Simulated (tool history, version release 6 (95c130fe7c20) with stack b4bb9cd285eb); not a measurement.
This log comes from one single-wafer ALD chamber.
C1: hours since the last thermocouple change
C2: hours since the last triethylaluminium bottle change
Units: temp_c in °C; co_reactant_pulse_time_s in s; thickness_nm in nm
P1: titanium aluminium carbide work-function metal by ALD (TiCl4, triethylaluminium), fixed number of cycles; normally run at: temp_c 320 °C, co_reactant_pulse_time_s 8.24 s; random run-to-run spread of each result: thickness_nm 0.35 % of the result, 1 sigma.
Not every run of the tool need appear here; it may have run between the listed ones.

{"run": 1, "hour": 10.6, "temp_c": 320, "co_reactant_pulse_time_s": 8.24, "C1": 669, "C2": 362.6, "thickness_nm": 2.1551}
{"hour": 20.6, "done": "triethylaluminium bottle replaced"}
{"run": 2, "hour": 22.5, "temp_c": 320, "co_reactant_pulse_time_s": 2.77, "C1": 680.9, "C2": 1.9, "thickness_nm": 1.3934}
{"run": 3, "hour": 32.3, "temp_c": 320, "co_reactant_pulse_time_s": 8.24, "C1": 690.7, "C2": 11.7, "thickness_nm": 2.1368}
{"run": 4, "hour": 38.4, "temp_c": 320, "co_reactant_pulse_time_s": 8.24, "C1": 696.8, "C2": 17.8, "thickness_nm": 2.1389}
{"run": 5, "hour": 44.6, "temp_c": 320, "co_reactant_pulse_time_s": 8.24, "C1": 703, "C2": 24, "thickness_nm": 2.1317}
{"run": 6, "hour": 51.4, "temp_c": 342, "co_reactant_pulse_time_s": 8.24, "C1": 709.8, "C2": 30.8, "thickness_nm": 2.325}
{"run": 7, "hour": 58.5, "temp_c": 343, "co_reactant_pulse_time_s": 5.12, "C1": 716.9, "C2": 37.9, "thickness_nm": 2.0457}
{"hour": 59.4, "done": "thermocouple changed; heater temperature recalibrated"}
{"run": 8, "hour": 65.7, "temp_c": 302, "co_reactant_pulse_time_s": 8.24, "C1": 6.3, "C2": 45.1, "thickness_nm": 1.9835}
{"run": 9, "hour": 74.8, "temp_c": 320, "co_reactant_pulse_time_s": 12.35, "C1": 15.4, "C2": 54.2, "thickness_nm": 2.2324}
{"run": 10, "hour": 84.6, "temp_c": 320, "co_reactant_pulse_time_s": 8.24, "C1": 25.2, "C2": 64, "thickness_nm": 2.135}
{"run": 11, "hour": 94.6, "temp_c": 320, "co_reactant_pulse_time_s": 8.24, "C1": 35.2, "C2": 74, "thickness_nm": 2.143}
{"run": 12, "hour": 106.5, "temp_c": 320, "co_reactant_pulse_time_s": 8.24, "C1": 47.1, "C2": 85.9, "thickness_nm": 2.1079}
{"run": 13, "hour": 118.4, "temp_c": 320, "co_reactant_pulse_time_s": 8.24, "C1": 59, "C2": 97.8, "thickness_nm": 2.1118}
{"run": 14, "hour": 124.3, "temp_c": 320, "co_reactant_pulse_time_s": 8.24, "C1": 64.9, "C2": 103.7, "thickness_nm": 2.1001}
{"run": 15, "hour": 133.7, "temp_c": 320, "co_reactant_pulse_time_s": 8.24, "C1": 74.3, "C2": 113.1, "thickness_nm": 2.1165}
{"run": 16, "hour": 143.0, "temp_c": 320, "co_reactant_pulse_time_s": 8.24, "C1": 83.6, "C2": 122.4, "thickness_nm": 2.0944}

Predict the results of run 17:
{"run": 17, "hour": 151.4, "temp_c": 320, "co_reactant_pulse_time_s": 8.24, "C1": 92, "C2": 130.8, "thickness_nm": "?"}

thickness_nm: 2.0873 nm
